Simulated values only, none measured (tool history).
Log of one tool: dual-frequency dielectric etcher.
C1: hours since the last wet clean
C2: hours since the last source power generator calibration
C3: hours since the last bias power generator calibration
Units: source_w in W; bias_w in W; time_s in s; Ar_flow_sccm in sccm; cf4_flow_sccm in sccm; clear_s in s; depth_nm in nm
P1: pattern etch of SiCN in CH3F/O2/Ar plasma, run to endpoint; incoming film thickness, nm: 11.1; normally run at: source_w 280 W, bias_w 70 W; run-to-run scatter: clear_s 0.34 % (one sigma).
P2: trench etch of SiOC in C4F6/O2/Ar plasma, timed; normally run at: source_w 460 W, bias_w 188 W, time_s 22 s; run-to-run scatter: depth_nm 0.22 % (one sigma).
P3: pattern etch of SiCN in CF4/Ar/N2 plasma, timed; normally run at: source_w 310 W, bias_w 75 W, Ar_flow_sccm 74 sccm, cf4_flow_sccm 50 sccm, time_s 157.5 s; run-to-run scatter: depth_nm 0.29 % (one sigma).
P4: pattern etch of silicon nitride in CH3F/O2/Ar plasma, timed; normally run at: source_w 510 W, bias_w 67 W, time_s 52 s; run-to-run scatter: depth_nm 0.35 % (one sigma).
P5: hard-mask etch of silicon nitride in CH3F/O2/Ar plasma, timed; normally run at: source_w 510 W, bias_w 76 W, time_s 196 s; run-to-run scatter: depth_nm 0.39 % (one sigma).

run 1 day=0.438 | process=P1 source_w=280 bias_w=70 | C1=335.2 C2=1852.8 C3=1337.5 | clear_s=35.455
run 2 day=0.838 | process=P1 source_w=280 bias_w=46 | C1=344.8 C2=1862.4 C3=1347.1 | clear_s=40.968
run 3 day=1.092 | process=P1 source_w=180 bias_w=70 | C1=350.9 C2=1868.5 C3=1353.2 | clear_s=42.127
run 4 day=1.388 | process=P4 source_w=510 bias_w=50 time_s=52 | C1=358 C2=1875.6 C3=1360.3 | depth_nm=36.488
run 5 day=1.821 | process=P3 source_w=310 bias_w=75 time_s=157.5 Ar_flow_sccm=74 cf4_flow_sccm=50 | C1=368.4 C2=1886 C3=1370.7 | depth_nm=97.82
run 6 day=2.117 | process=P2 source_w=460 bias_w=264 time_s=22 | C1=375.5 C2=1893.1 C3=1377.8 | depth_nm=54.251
run 7 day=2.412 | process=P3 source_w=310 bias_w=75 time_s=157.5 Ar_flow_sccm=104 cf4_flow_sccm=50 | C1=382.6 C2=1900.2 C3=1384.9 | depth_nm=93.513
run 8 day=2.679 | process=P2 source_w=460 bias_w=188 time_s=32 | C1=389 C2=1906.6 C3=1391.3 | depth_nm=70.388
run 9 day=2.958 | process=P4 source_w=680 bias_w=67 time_s=52 | C1=395.7 C2=1913.3 C3=1398 | depth_nm=44.72
run 10 day=3.229 | process=P3 source_w=310 bias_w=75 time_s=197 Ar_flow_sccm=74 cf4_flow_sccm=50 | C1=402.2 C2=1919.8 C3=1404.5 | depth_nm=122.37
run 11 day=3.683 | process=P3 source_w=310 bias_w=52 time_s=157.5 Ar_flow_sccm=74 cf4_flow_sccm=50 | C1=413.1 C2=1930.7 C3=1415.4 | depth_nm=85.991
run 12 day=3.979 | process=P1 source_w=280 bias_w=70 | C1=420.2 C2=1937.8 C3=1422.5 | clear_s=35.455
run 13 day=4.379 | process=P5 source_w=510 bias_w=76 time_s=196 | C1=429.8 C2=1947.4 C3=1432.1 | depth_nm=153.54
run 14 day=4.642 | process=P1 source_w=280 bias_w=70 | C1=436.1 C2=1953.7 C3=1438.4 | clear_s=35.542
-- day=4.946 bias power generator calibrated
run 15 day=5.083 | process=P1 source_w=390 bias_w=50 | C1=446.7 C2=1964.3 C3=3.4 | clear_s=35.136
run 16 day=5.412 | process=P4 source_w=510 bias_w=67 time_s=52 | C1=454.6 C2=1972.2 C3=11.3 | depth_nm=39.779
run 17 day=5.625 | process=P4 source_w=510 bias_w=67 time_s=52 | C1=459.7 C2=1977.3 C3=16.4 | depth_nm=39.983
run 18 day=5.879 | process=P1 source_w=370 bias_w=42 | C1=465.8 C2=1983.4 C3=22.5 | clear_s=37.968
run 19 day=6.279 | process=P1 source_w=280 bias_w=70 | C1=475.4 C2=1993 C3=32.1 | clear_s=35.522
run 20 day=6.742 | process=P3 source_w=310 bias_w=75 time_s=157.5 Ar_flow_sccm=74 cf4_flow_sccm=50 | C1=486.5 C2=2004.1 C3=43.2 | depth_nm=98.05
run 21 day=7.021 | process=P5 source_w=350 bias_w=76 time_s=196 | C1=493.2 C2=2010.8 C3=49.9 | depth_nm=133.94
run 22 day=7.421 | process=P2 source_w=460 bias_w=188 time_s=22 | C1=502.8 C2=2020.4 C3=59.5 | depth_nm=48.359
run 23 day=7.808 | process=P4 source_w=510 bias_w=67 time_s=28.5 | C1=512.1 C2=2029.7 C3=68.8 | depth_nm=21.956
run 24 day=8.058 | process=P1 source_w=280 bias_w=70 | C1=518.1 C2=2035.7 C3=74.8 | clear_s=35.679
run 25 day=8.5 | process=P1 source_w=330 bias_w=54 | C1=528.7 C2=2046.3 C3=85.4 | clear_s=36.542
run 26 day=8.783 | process=P3 source_w=440 bias_w=75 time_s=157.5 Ar_flow_sccm=74 cf4_flow_sccm=50 | C1=535.5 C2=2053.1 C3=92.2 | depth_nm=132.56
run 27 day=9.088 | process=P5 source_w=510 bias_w=76 time_s=196 | C1=542.8 C2=2060.4 C3=99.5 | depth_nm=154.12
run 28 day=9.404 | process=P5 source_w=510 bias_w=91 time_s=196 | C1=550.4 C2=2068 C3=107.1 | depth_nm=163.09
run 29 day=9.654 | process=P1 source_w=350 bias_w=70 | C1=556.4 C2=2074 C3=113.1 | clear_s=32.399
run 30 day=9.971 | process=P1 source_w=280 bias_w=90 | C1=564 C2=2081.6 C3=120.7 | clear_s=32.191
run 31 day=10.175 | process=P3 source_w=310 bias_w=75 time_s=157.5 Ar_flow_sccm=74 cf4_flow_sccm=62 | C1=568.9 C2=2086.5 C3=125.6 | depth_nm=101.14
run 32 day=10.412 | process=P5 source_w=510 bias_w=76 time_s=280.5 | C1=574.6 C2=2092.2 C3=131.3 | depth_nm=219.73
run 33 day=10.738 | process=P2 source_w=570 bias_w=188 time_s=22 | C1=582.4 C2=2100 C3=139.1 | depth_nm=52.629
run 34 day=10.975 | process=P1 source_w=280 bias_w=70 | C1=588.1 C2=2105.7 C3=144.8 | clear_s=35.508
run 35 day=11.288 | process=P1 source_w=280 bias_w=70 | C1=595.6 C2=2113.2 C3=152.3 | clear_s=35.501
run 36 day=11.604 | process=P1 source_w=280 bias_w=70 | C1=603.2 C2=2120.8 C3=159.9 | clear_s=35.87
run 37 day=11.825 | process=P1 source_w=280 bias_w=70 | C1=608.5 C2=2126.1 C3=165.2 | clear_s=35.957
run 38 day=12.112 | process=P1 source_w=280 bias_w=70 | C1=615.4 C2=2133 C3=172.1 | clear_s=35.653
run 39 day=12.458 | process=P1 source_w=280 bias_w=70 | C1=623.7 C2=2141.3 C3=180.4 | clear_s=35.996
run 40 day=12.808 | process=P1 source_w=280 bias_w=70 | C1=632.1 C2=2149.7 C3=188.8 | clear_s=36.073
run 41 day=13.046 | process=P1 source_w=280 bias_w=70 | C1=637.8 C2=2155.4 C3=194.5 | clear_s=35.829
-- day=13.142 wet clean of the chamber
run 42 day=13.283 | process=P1 source_w=280 bias_w=70 | C1=3.4 C2=2161.1 C3=200.2 | clear_s=36.168
run 43 day=13.488 | process=P1 source_w=280 bias_w=70 | C1=8.3 C2=2166 C3=205.1 | clear_s=36.315
run 44 day=13.879 | process=P1 source_w=280 bias_w=70 | C1=17.7 C2=2175.4 C3=214.5 | clear_s=35.95

What P1 gives has crept away from where it was. These 2 causes fit the log equally well, each at the size given:
A: source power that arrives under what is set, % = 4.43
B: bias power that arrives under what is set, % = 4.6
The creep began at about day 10.975.
Why every other cause is out:
chamber walls in a state that lowers the etch rate, %: serviced at day 13.142, which brought nothing back

4 check runs are offered, one wafer each, their results left as question marks. Which one tells the causes apart?
run check 1 day=14.271 | process=P3 source_w=310 bias_w=75 time_s=157.5 Ar_flow_sccm=74 cf4_flow_sccm=50 | depth_nm=?
run check 2 day=14.271 | process=P2 source_w=460 bias_w=188 time_s=22 | depth_nm=?
run check 3 day=14.271 | process=P5 source_w=510 bias_w=76 time_s=196 | depth_nm=?
run check 4 day=14.271 | process=P4 source_w=510 bias_w=67 time_s=52 | depth_nm=?

What each check would give under each cause:
check=check_1 result=depth_nm if_A=93.946 if_B=96.101
check=check_2 result=depth_nm if_A=47.414 if_B=47.548
check=check_3 result=depth_nm if_A=151.29 if_B=151.48
check=check_4 result=depth_nm if_A=39.337 if_B=39.412
How far apart the two closest causes lie, in the result that separates them most: check 1 2.27 %; check 2 0.28 %; check 3 0.12 %; check 4 0.19 %
Only check 1 tells the causes apart: in the others they would give nearly the same result.

Then check 1 was run and gave: depth_nm 96.021 nm. Which cause is it?

It is B: bias power that arrives under what is set, %.
